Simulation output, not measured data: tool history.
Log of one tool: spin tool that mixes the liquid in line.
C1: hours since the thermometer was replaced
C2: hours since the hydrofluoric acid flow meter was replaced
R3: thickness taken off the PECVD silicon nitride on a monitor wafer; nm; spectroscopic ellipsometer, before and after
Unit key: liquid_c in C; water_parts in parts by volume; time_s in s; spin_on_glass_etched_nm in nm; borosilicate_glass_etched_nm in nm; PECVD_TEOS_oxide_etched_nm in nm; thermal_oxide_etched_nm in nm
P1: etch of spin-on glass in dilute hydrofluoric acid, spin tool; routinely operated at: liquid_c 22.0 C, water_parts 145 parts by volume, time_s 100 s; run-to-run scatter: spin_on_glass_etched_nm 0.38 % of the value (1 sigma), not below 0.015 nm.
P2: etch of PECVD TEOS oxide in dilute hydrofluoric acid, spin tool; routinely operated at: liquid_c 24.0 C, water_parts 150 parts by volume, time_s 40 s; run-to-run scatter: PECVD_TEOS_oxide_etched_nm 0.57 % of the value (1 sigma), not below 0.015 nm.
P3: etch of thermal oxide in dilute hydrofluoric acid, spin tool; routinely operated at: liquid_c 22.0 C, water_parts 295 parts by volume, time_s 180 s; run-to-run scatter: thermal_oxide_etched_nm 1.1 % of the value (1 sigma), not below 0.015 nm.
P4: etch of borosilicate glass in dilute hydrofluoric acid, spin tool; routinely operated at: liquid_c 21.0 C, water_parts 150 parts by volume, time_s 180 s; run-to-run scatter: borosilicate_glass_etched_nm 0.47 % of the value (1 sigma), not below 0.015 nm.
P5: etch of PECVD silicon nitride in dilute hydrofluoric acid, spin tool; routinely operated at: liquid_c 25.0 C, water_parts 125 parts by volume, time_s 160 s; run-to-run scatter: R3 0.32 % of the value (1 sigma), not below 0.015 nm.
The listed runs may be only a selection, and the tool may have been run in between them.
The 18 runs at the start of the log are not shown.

{"run": 19, "hour": 241.1, "process": "P1", "liquid_c": 22.0, "water_parts": 145, "time_s": 100, "C1": 64.0, "C2": 1132.2, "spin_on_glass_etched_nm": 22.171}
{"run": 20, "hour": 248.8, "process": "P2", "liquid_c": 24.0, "water_parts": 150, "time_s": 80, "C1": 71.7, "C2": 1139.9, "PECVD_TEOS_oxide_etched_nm": 9.9104}
{"run": 21, "hour": 261.0, "process": "P1", "liquid_c": 17.0, "water_parts": 65, "time_s": 100, "C1": 83.9, "C2": 1152.1, "spin_on_glass_etched_nm": 43.949}
{"run": 22, "hour": 272.5, "process": "P1", "liquid_c": 22.0, "water_parts": 145, "time_s": 100, "C1": 95.4, "C2": 1163.6, "spin_on_glass_etched_nm": 22.252}
{"run": 23, "hour": 280.4, "process": "P5", "liquid_c": 25.0, "water_parts": 125, "time_s": 40, "C1": 103.3, "C2": 1171.5, "R3": 1.9232}
{"run": 24, "hour": 295.7, "process": "P1", "liquid_c": 22.0, "water_parts": 215, "time_s": 100, "C1": 118.6, "C2": 1186.8, "spin_on_glass_etched_nm": 13.873}
{"run": 25, "hour": 307.8, "process": "P3", "liquid_c": 22.0, "water_parts": 295, "time_s": 15, "C1": 130.7, "C2": 1198.9, "thermal_oxide_etched_nm": 0.18961}
{"run": 26, "hour": 323.6, "process": "P4", "liquid_c": 17.0, "water_parts": 150, "time_s": 180, "C1": 146.5, "C2": 1214.7, "borosilicate_glass_etched_nm": 17.986}
{"run": 27, "hour": 339.2, "process": "P5", "liquid_c": 25.0, "water_parts": 195, "time_s": 160, "C1": 162.1, "C2": 1230.3, "R3": 5.0094}
{"run": 28, "hour": 354.4, "process": "P1", "liquid_c": 17.0, "water_parts": 145, "time_s": 100, "C1": 177.3, "C2": 1245.5, "spin_on_glass_etched_nm": 18.116}
{"run": 29, "hour": 362.3, "process": "P1", "liquid_c": 22.0, "water_parts": 145, "time_s": 100, "C1": 185.2, "C2": 1253.4, "spin_on_glass_etched_nm": 22.281}
{"run": 30, "hour": 372.9, "process": "P1", "liquid_c": 22.0, "water_parts": 145, "time_s": 15, "C1": 195.8, "C2": 1264.0, "spin_on_glass_etched_nm": 3.326}

Run 31, settings as shown, results not yet in. Your forecast:
{"run": 31, "hour": 385.0, "process": "P1", "liquid_c": 22.0, "water_parts": 145, "time_s": 100, "C1": 207.9, "C2": 1276.1, "spin_on_glass_etched_nm": "?"}

For run 31 the tool returned spin_on_glass_etched_nm 22.104 nm.

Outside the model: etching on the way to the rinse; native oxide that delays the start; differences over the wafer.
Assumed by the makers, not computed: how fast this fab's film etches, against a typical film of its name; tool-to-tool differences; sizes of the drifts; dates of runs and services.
